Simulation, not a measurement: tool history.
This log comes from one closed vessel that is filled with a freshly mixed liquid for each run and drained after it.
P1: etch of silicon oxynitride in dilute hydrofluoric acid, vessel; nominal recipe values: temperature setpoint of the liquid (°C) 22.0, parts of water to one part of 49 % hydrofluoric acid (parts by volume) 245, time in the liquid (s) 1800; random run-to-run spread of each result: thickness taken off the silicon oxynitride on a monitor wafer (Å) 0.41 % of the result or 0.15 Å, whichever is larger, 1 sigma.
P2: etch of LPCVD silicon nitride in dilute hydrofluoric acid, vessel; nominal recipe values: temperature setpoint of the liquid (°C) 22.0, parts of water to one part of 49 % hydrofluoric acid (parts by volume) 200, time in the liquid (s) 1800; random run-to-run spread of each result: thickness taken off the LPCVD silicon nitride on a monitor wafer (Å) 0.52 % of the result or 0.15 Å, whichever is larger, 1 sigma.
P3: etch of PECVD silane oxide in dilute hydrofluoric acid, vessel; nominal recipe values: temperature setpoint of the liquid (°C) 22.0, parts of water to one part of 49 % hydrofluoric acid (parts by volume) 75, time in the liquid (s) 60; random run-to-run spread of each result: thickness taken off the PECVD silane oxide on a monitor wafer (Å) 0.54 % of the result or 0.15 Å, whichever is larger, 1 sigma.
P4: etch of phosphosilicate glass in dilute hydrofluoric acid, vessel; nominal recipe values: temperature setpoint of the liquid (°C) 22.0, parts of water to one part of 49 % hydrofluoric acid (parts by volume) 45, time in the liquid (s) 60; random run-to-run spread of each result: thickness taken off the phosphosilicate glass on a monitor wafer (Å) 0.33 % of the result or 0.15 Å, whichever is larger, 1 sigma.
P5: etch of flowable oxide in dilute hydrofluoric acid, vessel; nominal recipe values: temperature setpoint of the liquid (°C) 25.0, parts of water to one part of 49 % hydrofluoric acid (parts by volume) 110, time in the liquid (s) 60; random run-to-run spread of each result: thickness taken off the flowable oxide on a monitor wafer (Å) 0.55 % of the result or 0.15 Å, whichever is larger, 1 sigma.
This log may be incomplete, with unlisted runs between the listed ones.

run   hour  process that ran  temperature setpoint of the liquid (°C)  parts of water to one part of 49 % hydrofluoric acid (parts by volume)  time in the liquid (s)  hours since the thermometer was replaced  hours since the hydrofluoric acid flow meter was replaced  thickness taken off the silicon oxynitride on a monitor wafer (Å)  thickness taken off the phosphosilicate glass on a monitor wafer (Å)  thickness taken off the flowable oxide on a monitor wafer (Å)  thickness taken off the LPCVD silicon nitride on a monitor wafer (Å)  thickness taken off the PECVD silane oxide on a monitor wafer (Å)
  1    8.7                P1                                     22.0                                                                     245                    1800                                     523.1                                                      704.0                                                            147.960
  2   21.5                P1                                     29.5                                                                     245                     335                                     535.9                                                      716.8                                                             37.859
  3   31.1                P4                                     22.0                                                                      30                      60                                     545.5                                                      726.4                                                                                                                                  1721.60
  4   38.1                P4                                     22.0                                                                      45                      60                                     552.5                                                      733.4                                                                                                                                  1118.60
  5   47.4                P5                                     25.0                                                                     110                      60                                     561.8                                                      742.7                                                                                                                                                                                                 159.210
  6   59.3                P1                                     22.0                                                                     245                    1800                                     573.7                                                      754.6                                                            147.950
  7   68.1                P1                                     22.0                                                                     245                    1800                                     582.5                                                      763.4                                                            148.350
  8   78.6                P1                                     22.0                                                                     245                    3105                                     593.0                                                      773.9                                                            256.370
  9   85.7                P1                                     22.0                                                                     245                     355                                     600.1                                                      781.0                                                             29.137
 10   99.2                P1                                     22.0                                                                     245                    1800                                     613.6                                                      794.5                                                            147.690
 11  112.1                P1                                     18.0                                                                     245                    1800                                     626.5                                                      807.4                                                            122.940
 12  120.9                P2                                     22.0                                                                     120                    1800                                     635.3                                                      816.2                                                                                                                                                                                                                                                                        68.918
 13  128.6                P3                                     29.0                                                                      75                      60                                     643.0                                                      823.9                                                                                                                                                                                                                                                                                                                                           168.32
 14  135.6                P5                                     25.0                                                                     110                      60                                     650.0                                                      830.9                                                                                                                                                                                                 157.880
 15  143.2                P2                                     22.0                                                                     200                    1800                                     657.6                                                      838.5                                                                                                                                                                                                                                                                        41.922
 16  153.0                P3                                     22.0                                                                      20                      60                                     667.4                                                      848.3                                                                                                                                                                                                                                                                                                                                           512.68
 17  162.2                P4                                     22.0                                                                      45                      30                                     676.6                                                      857.5                                                                                                                                   561.52
 18  173.8                P2                                     22.0                                                                     200                    1800                                     688.2                                                      869.1                                                                                                                                                                                                                                                                        41.468
 19  187.6                P5                                     17.5                                                                     110                      60                                     702.0                                                      882.9                                                                                                                                                                                                 116.460
 20  195.3                P4                                     17.0                                                                      45                      60                                     709.7                                                      890.6                                                                                                                                   905.23
 21  207.1                P3                                     22.0                                                                      75                      30                                     721.5                                                      902.4                                                                                                                                                                                                                                                                                                                                            63.56
 22  219.4                P1                                     22.0                                                                     130                    1800                                     733.8                                                      914.7                                                            302.700
 23  226.9                P2                                     22.0                                                                     200                    3250                                     741.3                                                      922.2                                                                                                                                                                                                                                                                        75.315
 24  238.7                P5                                     25.0                                                                      40                      60                                     753.1                                                      934.0                                                                                                                                                                                                 474.470
 25  245.3                P3                                     22.0                                                                      75                      60                                     759.7                                                      940.6                                                                                                                                                                                                                                                                                                                                           127.82
 26  255.7                P4                                     22.0                                                                      45                      60                                     770.1                                                      951.0                                                                                                                                  1127.00
 27  267.4                P5                                     25.0                                                                     110                      35                                     781.8                                                      962.7                                                                                                                                                                                                  92.403
 28  279.7                P1                                     27.5                                                                     245                    1800                                     794.1                                                      975.0                                                            187.960
 29  291.0                P1                                     22.0                                                                     365                    1800                                     805.4                                                      986.3                                                             93.008
 30  303.0                P2                                     17.0                                                                     200                    1800                                     817.4                                                      998.3                                                                                                                                                                                                                                                                        30.115
 31  310.4                P1                                     22.0                                                                     245                    1800                                     824.8                                                     1005.7                                                            147.330
 32  319.5                P1                                     22.0                                                                     245                    1800                                     833.9                                                     1014.8                                                            147.510
 33  326.3                P1                                     22.0                                                                     245                    1800                                     840.7                                                     1021.6                                                            148.440
 34  339.4                P1                                     22.0                                                                     245                    1800                                     853.8                                                     1034.7                                                            151.360
 35  353.6                P1                                     22.0                                                                     245                    1800                                     868.0                                                     1048.9                                                            154.470
 36  365.2                P1                                     22.0                                                                     245                    1800                                     879.6                                                     1060.5                                                            155.770
 37  378.2                P1                                     22.0                                                                     245                    1800                                     892.6                                                     1073.5                                                            155.630
 38  388.8                P1                                     22.0                                                                     245                    1800                                     903.2                                                     1084.1                                                            156.450
 39  396.1                P1                                     22.0                                                                     245                    1800                                     910.5                                                     1091.4                                                            158.150
 40  404.6                P1                                     22.0                                                                     245                    1800                                     919.0                                                     1099.9                                                            157.640
 41  418.4                P1                                     22.0                                                                     245                    1800                                     932.8                                                     1113.7                                                            158.540
 42  431.9                P1                                     22.0                                                                     245                    1800                                     946.3                                                     1127.2                                                            157.750
 43  442.5                P1                                     22.0                                                                     245                    1800                                     956.9                                                     1137.8                                                            157.790

What P1 gives has crept away from where it was. These 2 causes fit the log equally well, each at the size given:
A: liquid hotter than its thermometer reads (K) = 1.43
B: hydrofluoric acid flow above the setpoint (%) = 5.59
At approximately hour 326.3, the process output began to creep.

You are offered 4 check runs, listed below with question marks in place of their results; each one averages 2 wafers. Which run separates the listed causes by giving clearly different results for each?
check 1  453.1                P5                                     25.0                                                                     110                      60                                                                                                                                                                                                                                                                                                            ?
check 2  453.1                P3                                     22.0                                                                      75                      60                                                                                                                                                                                                                                                                                                                                                                                                                                                     ?
check 3  453.1                P4                                     22.0                                                                      45                      60                                                                                                                                                                                                                                             ?
check 4  453.1                P2                                     22.0                                                                     200                    1800                                                                                                                                                                                                                                                                                                                                                                                  ?

What each check would give under each cause:
  check                                                                result     if A     if B
check 1         thickness taken off the flowable oxide on a monitor wafer (Å)  167.590  168.640
check 2     thickness taken off the PECVD silane oxide on a monitor wafer (Å)   135.25   135.36
check 3  thickness taken off the phosphosilicate glass on a monitor wafer (Å)  1190.60  1187.90
check 4  thickness taken off the LPCVD silicon nitride on a monitor wafer (Å)   45.660   43.950
Per check, the gap between the least separated pair of causes, taken in the result that splits them most: check 1 0.63 %; check 2 0.09 %; check 3 0.23 %; check 4 3.82 %
Check 4 tells the causes apart: in the others they would give nearly the same result.

Here is what check 4 returned: thickness taken off the LPCVD silicon nitride on a monitor wafer (Å) 45.530. Which cause is it?

The correct cause is A, namely: liquid hotter than its thermometer reads (K).
